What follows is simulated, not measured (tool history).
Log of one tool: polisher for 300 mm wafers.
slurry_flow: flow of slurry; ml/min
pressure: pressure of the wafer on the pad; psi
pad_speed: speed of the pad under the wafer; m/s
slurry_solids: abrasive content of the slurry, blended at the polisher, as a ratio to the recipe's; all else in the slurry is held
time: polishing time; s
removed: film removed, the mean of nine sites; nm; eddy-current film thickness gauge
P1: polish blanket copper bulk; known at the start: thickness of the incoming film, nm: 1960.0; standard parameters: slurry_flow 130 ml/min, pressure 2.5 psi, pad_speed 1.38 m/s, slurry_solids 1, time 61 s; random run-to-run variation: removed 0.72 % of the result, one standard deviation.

run	hour	slurry_flow	pressure	pad_speed	slurry_solids	time	wafers polished on this pad	hours since the slurry nozzle was cleaned	hours since the head pressure was calibrated	hours since the slurry blender was calibrated	removed
1	8.7	130	2.5	1.38	1	61	262	164.7	949.7	121	684.7
2	17	130	2.5	1.38	1.4	61	350	173	958	129.3	738.95
3	26.7	165	2.5	1.38	1	61	454	182.7	967.7	139	713.26
4	35.1	130	2.5	2.04	1	61	543	191.1	976.1	147.4	1018.6
5	45.5	130	2.5	1.38	0.55	61	654	201.5	986.5	157.8	605.16
6	52.8	130	1.8	1.38	1	61	732	208.8	993.8	165.1	496.6
7	63	130	2.5	1.38	1	61	841	219	1004	175.3	687.97
8	73.6	130	2.5	1.38	1	86	954	229.6	1014.6	185.9	976.53
9	83.9	130	3.6	1.38	1	61	1064	239.9	1024.9	196.2	981.65
# hour 86.8: slurry nozzle cleaned
10	90	130	2.5	0.84	1	61	1129	3.2	1031	202.3	418
11	95.3	130	2.5	1.38	1	61	1186	8.5	1036.3	207.6	684.6
12	100.7	175	3.3	1.38	1	61	1243	13.9	1041.7	213	952.38
13	107.5	130	2.5	1.38	1	61	1316	20.7	1048.5	219.8	677.39
# hour 108.2: head pressure recalibrated
14	112.3	130	2.5	1.38	1	42	1367	25.5	4.1	224.6	476.41
15	121.9	80	2.5	1.38	1	61	1469	35.1	13.7	234.2	615.26
16	129.1	130	2.5	1.38	1	61	1546	42.3	20.9	241.4	681.44
17	135.8	130	2.5	1.38	1	61	1617	49	27.6	248.1	661.02
18	145.8	130	2.5	1.38	1	61	1724	59	37.6	258.1	641.14
# hour 152.5: head pressure recalibrated
# hour 153: slurry blender recalibrated
19	153.2	130	2.5	1.38	1	61	1803	66.4	0.8	0.2	624.61
20	162.1	130	2.5	1.38	1	61	1898	75.3	9.7	9.1	624.76
21	166.9	130	2.5	1.38	1	61	1949	80.1	14.5	13.9	619.54
22	172.8	130	2.5	1.38	1	61	2012	86	20.4	19.8	610.14
23	178.9	130	2.5	1.38	1	61	2077	92.1	26.5	25.9	608.54
24	185	130	2.5	1.38	1	61	2142	98.2	32.6	32	609.91
25	194.5	130	2.5	1.38	1	61	2243	107.7	42.1	41.5	604.28

The log shows P1 creeping away from where it was. Any of the 2 causes listed here, at the size stated for it, fits the log just as well as the others:
A: slurry flow missing at the pad, % = 38.7
B: removal rate lost through wear of the pad, % = 11.4
The process output started creeping at around hour 129.1.
Excluded causes, each with its reason:
head's pressure below its setpoint, %: serviced after onset, at hour 152.5, with no recovery of the prior output
abrasive missing from the slurry, %: serviced after onset, at hour 153, with no recovery of the prior output

Question marks stand in for the results of the 4 check runs listed below, each run on one wafer. Under which run would the listed causes show clearly different results?
check 1	204	130	2.5	2	1	61					?
check 2	204	130	2.5	1.38	0.7	61					?
check 3	204	80	2.5	1.38	0.75	61					?
check 4	204	130	2.5	1.74	1	61					?

What each check would give under each cause:
check	result	if A	if B
check 1	removed	880.46	880.86
check 2	removed	563.74	563.99
check 3	removed	476.65	507.22
check 4	removed	766	766.35
Distance between the nearest two causes, measured in the result of the check that separates them most: check 1 0.04 %; check 2 0.04 %; check 3 6.22 %; check 4 0.04 %
The causes can be told apart only by check 3. The other checks would give nearly the same results under each of them.

Check 3 was carried out, with these results: removed 470.23 nm. Which of the listed causes is responsible?

It was cause A: slurry flow missing at the pad, %.
